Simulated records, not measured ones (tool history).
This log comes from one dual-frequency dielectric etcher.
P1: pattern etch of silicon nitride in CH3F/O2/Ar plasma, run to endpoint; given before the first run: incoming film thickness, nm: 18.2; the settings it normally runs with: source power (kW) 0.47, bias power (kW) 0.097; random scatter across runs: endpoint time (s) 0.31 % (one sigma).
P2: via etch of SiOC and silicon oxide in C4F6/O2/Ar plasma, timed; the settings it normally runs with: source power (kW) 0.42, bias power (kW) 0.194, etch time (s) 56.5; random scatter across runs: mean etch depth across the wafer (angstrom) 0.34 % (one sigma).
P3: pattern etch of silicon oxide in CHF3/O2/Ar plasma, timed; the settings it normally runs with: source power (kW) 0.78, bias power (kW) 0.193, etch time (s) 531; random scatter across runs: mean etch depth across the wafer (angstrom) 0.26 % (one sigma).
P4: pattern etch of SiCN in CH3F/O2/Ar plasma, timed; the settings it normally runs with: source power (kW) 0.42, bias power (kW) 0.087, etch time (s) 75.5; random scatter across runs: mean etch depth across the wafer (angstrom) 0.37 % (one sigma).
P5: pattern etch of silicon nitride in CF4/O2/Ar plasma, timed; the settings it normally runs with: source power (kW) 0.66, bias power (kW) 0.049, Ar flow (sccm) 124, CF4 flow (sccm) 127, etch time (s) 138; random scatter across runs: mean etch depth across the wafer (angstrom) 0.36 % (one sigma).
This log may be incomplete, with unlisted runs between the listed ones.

run   hour  process that ran  source power (kW)  bias power (kW)  Ar flow (sccm)  CF4 flow (sccm)  etch time (s)  hours since the last wet clean  hours since the last source power generator calibration  hours since the last bias power generator calibration  endpoint time (s)  mean etch depth across the wafer (angstrom)
  1    5.8                P1               0.47            0.097                                                                           193.4                                                   1598.3                                                 2055.1             22.338
  2   18.9                P5               0.66            0.049             124              127           98.5                           206.5                                                   1611.4                                                 2068.2                                                          2369.4
  3   31.8                P5               0.66            0.049             124              127            138                           219.4                                                   1624.3                                                 2081.1                                                            3304
  4   38.9                P4               0.42            0.087                                            75.5                           226.5                                                   1631.4                                                 2088.2                                                           308.7
  5   48.8                P2               0.42            0.194                                              75                           236.4                                                   1641.3                                                 2098.1                                                          912.41
  6   56.5                P5                0.4            0.049             124              127            138                           244.1                                                     1649                                                 2105.8                                                          2126.5
  7   66.6                P1               0.47            0.097                                                                           254.2                                                   1659.1                                                 2115.9             22.365
  8   79.1                P2               0.27            0.194                                            56.5                           266.7                                                   1671.6                                                 2128.4                                                          583.15
      85.5  -- wet clean of the chamber
  9   88.9                P3               0.78            0.193                                             531                             3.5                                                   1681.4                                                 2138.2                                                           12274
 10  102.2                P5               0.66            0.049             100              127            138                            16.8                                                   1694.7                                                 2151.5                                                          3393.4
 11  112.3                P4               0.42            0.087                                            75.5                            26.9                                                   1704.8                                                 2161.6                                                           308.7
 12  125.6                P1               0.47            0.121                                                                            40.2                                                   1718.1                                                 2174.9             20.606
 13  133.9                P1               0.32            0.068                                                                            48.5                                                   1726.4                                                 2183.2             29.301
 14  144.2                P1               0.59            0.133                                                                            58.8                                                   1736.7                                                 2193.5             18.245
 15  156.9                P4               0.42            0.055                                            75.5                            71.5                                                   1749.4                                                 2206.2                                                          262.87
 16  167.7                P3               1.04            0.193                                             531                            82.3                                                   1760.2                                                   2217                                                           13786
 17  181.1                P3               0.78             0.25                                             531                            95.7                                                   1773.6                                                 2230.4                                                           13404
 18  192.9                P1               0.47            0.097                                                                           107.5                                                   1785.4                                                 2242.2             22.388
 19  200.9                P1               0.65            0.097                                                                           115.5                                                   1793.4                                                 2250.2             19.741
 20  207.9                P1               0.38            0.076                                                                           122.5                                                   1800.4                                                 2257.2             26.273
 21  218.4                P5               0.66             0.06             124              127            138                             133                                                   1810.9                                                 2267.7                                                          3545.9
 22  227.4                P2               0.42            0.194                                            56.5                             142                                                   1819.9                                                 2276.7                                                          689.29
 23  235.4                P5               0.66            0.049             124              150            138                             150                                                   1827.9                                                 2284.7                                                          3368.2
 24  247.4                P3               0.78            0.193                                             352                             162                                                   1839.9                                                 2296.7                                                            8145
 25  260.8                P1               0.47            0.075                                                                           175.4                                                   1853.3                                                 2310.1             24.453
 26  270.4                P1               0.47            0.097                                                                             185                                                   1862.9                                                 2319.7             22.326
 27  281.8                P4               0.28            0.087                                            75.5                           196.4                                                   1874.3                                                 2331.1                                                           265.4
 28    290                P2               0.42            0.256                                            56.5                           204.6                                                   1882.5                                                 2339.3                                                          758.57
 29  296.8                P4               0.42            0.087                                             106                           211.4                                                   1889.3                                                 2346.1                                                          432.67
 30  304.1                P2               0.42            0.194                                            56.5                           218.7                                                   1896.6                                                 2353.4                                                          690.68
 31  311.2                P1               0.35            0.097                                                                           225.8                                                   1903.7                                                 2360.5             24.921
 32  319.5                P1               0.47            0.097                                                                           234.1                                                     1912                                                 2368.8             22.284
 33  327.6                P1               0.47            0.097                                                                           242.2                                                   1920.1                                                 2376.9             22.383
 34    341                P1               0.47            0.097                                                                           255.6                                                   1933.5                                                 2390.3             22.539
 35    352                P1               0.47            0.097                                                                           266.6                                                   1944.5                                                 2401.3             22.591
 36  360.6                P1               0.47            0.097                                                                           275.2                                                   1953.1                                                 2409.9             22.507
     363.5  -- wet clean of the chamber
 37  368.8                P1               0.47            0.097                                                                             5.3                                                   1961.3                                                 2418.1             22.685
 38  382.2                P1               0.47            0.097                                                                            18.7                                                   1974.7                                                 2431.5              22.57

What P1 gives has crept away from where it was. These 2 causes fit the log equally well, each at the size given:
A: source power that arrives under what is set, % = 4.1
B: bias power that arrives under what is set, % = 4.26
The creep began at about hour 319.5.
All other causes, with the reason each is excluded:
chamber walls in a state that lowers the etch rate, %: serviced after onset, at hour 363.5, with no recovery of the prior output

The 4 check runs listed below each average the results of 2 wafers, and their outcomes are marked with question marks. Under which run would the listed causes produce clearly different results?
check 1  395.6                P2               0.42            0.194                                            56.5                                                                                                                                                                                                               ?
check 2  395.6                P5               0.66            0.049             124              127            138                                                                                                                                                                                                               ?
check 3  395.6                P3               0.78            0.193                                             531                                                                                                                                                                                                               ?
check 4  395.6                P4               0.42            0.087                                            75.5                                                                                                                                                                                                               ?

Expected result of each check under each candidate cause:
  check                                       result    if A    if B
check 1  mean etch depth across the wafer (angstrom)  678.27  679.66
check 2  mean etch depth across the wafer (angstrom)  3182.2  3249.2
check 3  mean etch depth across the wafer (angstrom)   12088   12107
check 4  mean etch depth across the wafer (angstrom)  303.94  303.85
Per-check spread between the two closest causes, in the result where they differ most: check 1 0.2 %; check 2 2.08 %; check 3 0.15 %; check 4 0.03 %
The other checks would show nearly matching results whichever cause is true, so check 2 is the only one that separates the causes.

The results of check 2 are: mean etch depth across the wafer (angstrom) 3194.7. Based on these, which of the listed causes is it?

The correct cause is A, namely: source power that arrives under what is set, %.

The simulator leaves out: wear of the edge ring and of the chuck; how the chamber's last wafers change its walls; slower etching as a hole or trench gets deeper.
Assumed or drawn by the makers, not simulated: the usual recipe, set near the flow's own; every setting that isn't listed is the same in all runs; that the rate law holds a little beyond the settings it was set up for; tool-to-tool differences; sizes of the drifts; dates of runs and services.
